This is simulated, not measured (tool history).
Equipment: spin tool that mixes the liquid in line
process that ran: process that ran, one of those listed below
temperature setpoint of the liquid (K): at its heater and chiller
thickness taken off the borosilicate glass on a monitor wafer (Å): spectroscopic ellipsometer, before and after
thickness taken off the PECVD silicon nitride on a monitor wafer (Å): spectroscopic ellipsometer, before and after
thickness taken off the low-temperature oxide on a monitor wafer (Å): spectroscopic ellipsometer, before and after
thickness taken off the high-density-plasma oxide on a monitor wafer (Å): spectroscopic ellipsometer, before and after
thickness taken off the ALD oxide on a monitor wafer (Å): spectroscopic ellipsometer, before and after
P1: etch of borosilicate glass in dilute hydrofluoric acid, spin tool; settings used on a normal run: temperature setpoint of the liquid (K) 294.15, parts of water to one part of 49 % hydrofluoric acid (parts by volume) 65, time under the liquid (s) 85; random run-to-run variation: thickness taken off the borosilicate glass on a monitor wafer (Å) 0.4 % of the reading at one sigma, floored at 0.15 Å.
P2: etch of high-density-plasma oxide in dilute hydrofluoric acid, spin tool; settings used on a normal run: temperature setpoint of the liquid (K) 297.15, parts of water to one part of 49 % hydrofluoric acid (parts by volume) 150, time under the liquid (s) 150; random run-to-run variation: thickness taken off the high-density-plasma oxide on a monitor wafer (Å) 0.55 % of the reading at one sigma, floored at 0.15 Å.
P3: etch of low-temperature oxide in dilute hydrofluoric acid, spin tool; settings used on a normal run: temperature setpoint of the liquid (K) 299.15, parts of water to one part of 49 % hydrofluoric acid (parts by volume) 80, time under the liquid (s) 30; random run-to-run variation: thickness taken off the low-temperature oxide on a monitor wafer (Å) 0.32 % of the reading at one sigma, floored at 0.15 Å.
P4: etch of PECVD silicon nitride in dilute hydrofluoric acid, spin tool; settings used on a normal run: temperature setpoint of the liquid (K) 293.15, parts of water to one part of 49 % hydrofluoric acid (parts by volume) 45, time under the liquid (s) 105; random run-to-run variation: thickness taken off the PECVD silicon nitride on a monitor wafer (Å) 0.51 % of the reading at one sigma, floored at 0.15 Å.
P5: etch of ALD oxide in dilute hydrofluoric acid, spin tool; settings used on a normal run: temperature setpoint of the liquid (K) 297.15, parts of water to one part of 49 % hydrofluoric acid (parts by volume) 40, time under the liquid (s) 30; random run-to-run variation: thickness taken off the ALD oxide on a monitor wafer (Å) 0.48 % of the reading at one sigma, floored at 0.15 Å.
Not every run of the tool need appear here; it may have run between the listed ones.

run   hour  process that ran  temperature setpoint of the liquid (K)  parts of water to one part of 49 % hydrofluoric acid (parts by volume)  time under the liquid (s)  thickness taken off the borosilicate glass on a monitor wafer (Å)  thickness taken off the PECVD silicon nitride on a monitor wafer (Å)  thickness taken off the low-temperature oxide on a monitor wafer (Å)  thickness taken off the high-density-plasma oxide on a monitor wafer (Å)  thickness taken off the ALD oxide on a monitor wafer (Å)
  1    8.9                P1                                  294.15                                                                      65                         85                                                            532.600
  2   16.7                P4                                  293.15                                                                      45                        105                                                                                                                                   71.498
  3   23.4                P3                                  299.15                                                                      80                         15                                                                                                                                                                                                         43.243
  4   33.0                P4                                  293.15                                                                      25                        105                                                                                                                                  125.940
  5   44.2                P1                                  290.15                                                                      65                         85                                                            450.850
  6   57.5                P3                                  299.15                                                                      45                         30                                                                                                                                                                                                        162.140
  7   66.0                P1                                  294.15                                                                      65                         85                                                            533.500
  8   79.5                P3                                  299.15                                                                      80                         30                                                                                                                                                                                                         86.491
  9   90.1                P2                                  293.15                                                                     150                        150                                                                                                                                                                                                                                                                                   56.512
 10   96.6                P2                                  297.15                                                                     235                        150                                                                                                                                                                                                                                                                                   38.745
     104.7  -- thermometer replaced
 11  106.4                P1                                  294.15                                                                      65                        150                                                            939.270
 12  115.8                P1                                  294.15                                                                      65                         85                                                            536.750
 13  128.8                P4                                  290.15                                                                      45                        105                                                                                                                                   57.572
 14  136.3                P5                                  297.15                                                                      40                         15                                                                                                                                                                                                                                                                                                                                             39.237
 15  146.5                P1                                  294.15                                                                      65                         85                                                            528.970
 16  154.5                P1                                  298.65                                                                      65                         85                                                            635.750
 17  160.6                P1                                  294.15                                                                      65                         85                                                            530.540
 18  167.5                P5                                  304.65                                                                      40                         30                                                                                                                                                                                                                                                                                                                                            106.980
 19  173.6                P5                                  297.15                                                                      40                         30                                                                                                                                                                                                                                                                                                                                             78.875
 20  187.0                P1                                  290.15                                                                      35                         85                                                            861.840
 21  194.9                P2                                  297.15                                                                     150                        150                                                                                                                                                                                                                                                                                   66.916
 22  205.4                P1                                  294.15                                                                      35                         85                                                           1029.300
 23  218.0                P3                                  304.15                                                                      80                         30                                                                                                                                                                                                        105.140
 24  224.4                P1                                  294.15                                                                      65                         85                                                            531.180
 25  234.7                P2                                  297.15                                                                     150                        150                                                                                                                                                                                                                                                                                   66.849
 26  244.8                P4                                  293.15                                                                      45                        175                                                                                                                                  119.560
 27  253.2                P1                                  294.15                                                                      65                         85                                                            531.740
 28  263.7                P5                                  297.15                                                                      25                         30                                                                                                                                                                                                                                                                                                                                            130.120
 29  272.6                P1                                  294.15                                                                      65                         15                                                             93.772
 30  285.4                P1                                  294.15                                                                     110                         85                                                            296.850
 31  291.6                P3                                  299.15                                                                      80                         30                                                                                                                                                                                                         86.403
 32  304.1                P2                                  297.15                                                                     150                        250                                                                                                                                                                                                                                                                                  110.510
 33  311.2                P5                                  297.15                                                                      40                         30                                                                                                                                                                                                                                                                                                                                             78.722
 34  322.5                P1                                  294.15                                                                      65                         85                                                            532.690
 35  332.9                P1                                  294.15                                                                      65                         85                                                            516.550
 36  343.7                P1                                  294.15                                                                      65                         85                                                            508.960
 37  352.6                P1                                  294.15                                                                      65                         85                                                            500.550
 38  363.1                P1                                  294.15                                                                      65                         85                                                            494.760
 39  371.2                P1                                  294.15                                                                      65                         85                                                            497.310
 40  377.6                P1                                  294.15                                                                      65                         85                                                            495.690
 41  384.5                P1                                  294.15                                                                      65                         85                                                            498.100
 42  391.9                P1                                  294.15                                                                      65                         85                                                            492.850
 43  403.2                P1                                  294.15                                                                      65                         85                                                            495.380
 44  414.8                P1                                  294.15                                                                      65                         85                                                            491.310
 45  420.9                P1                                  294.15                                                                      65                         85                                                            492.580

Something has made what P1 gives creep away from where it was; the 2 causes below, each at its own stated size, fit the log equally well:
A: liquid colder than its thermometer reads (K) = 1.83
B: hydrofluoric acid flow below the setpoint (%) = 6.83
The gradual shift began around hour 322.5.

Question marks stand in for the results of the 4 check runs listed below, each run on one wafer. Under which run would the listed causes show clearly different results?
check 1  427.0                P3                                  299.15                                                                      80                         30                                                                                                                                                                                                              ?
check 2  427.0                P2                                  297.15                                                                     150                        150                                                                                                                                                                                                                                                                                        ?
check 3  427.0                P4                                  293.15                                                                      45                        105                                                                                                                                        ?
check 4  427.0                P5                                  297.15                                                                      40                         30                                                                                                                                                                                                                                                                                                                                                  ?

What each check would give under each cause:
  check                                                                    result    if A    if B
check 1      thickness taken off the low-temperature oxide on a monitor wafer (Å)  80.714  80.267
check 2  thickness taken off the high-density-plasma oxide on a monitor wafer (Å)  61.959  61.181
check 3      thickness taken off the PECVD silicon nitride on a monitor wafer (Å)  62.893  66.751
check 4                  thickness taken off the ALD oxide on a monitor wafer (Å)  73.363  73.499
Minimum pairwise separation of causes per check, each pair taken at its best-separating result: check 1 0.55 %; check 2 1.26 %; check 3 5.95 %; check 4 0.18 %
The causes can be told apart only by check 3. The other checks would give nearly the same results under each of them.

Then check 3 was run and gave: thickness taken off the PECVD silicon nitride on a monitor wafer (Å) 67.072. Which cause is it?

B is the cause: hydrofluoric acid flow below the setpoint (%).
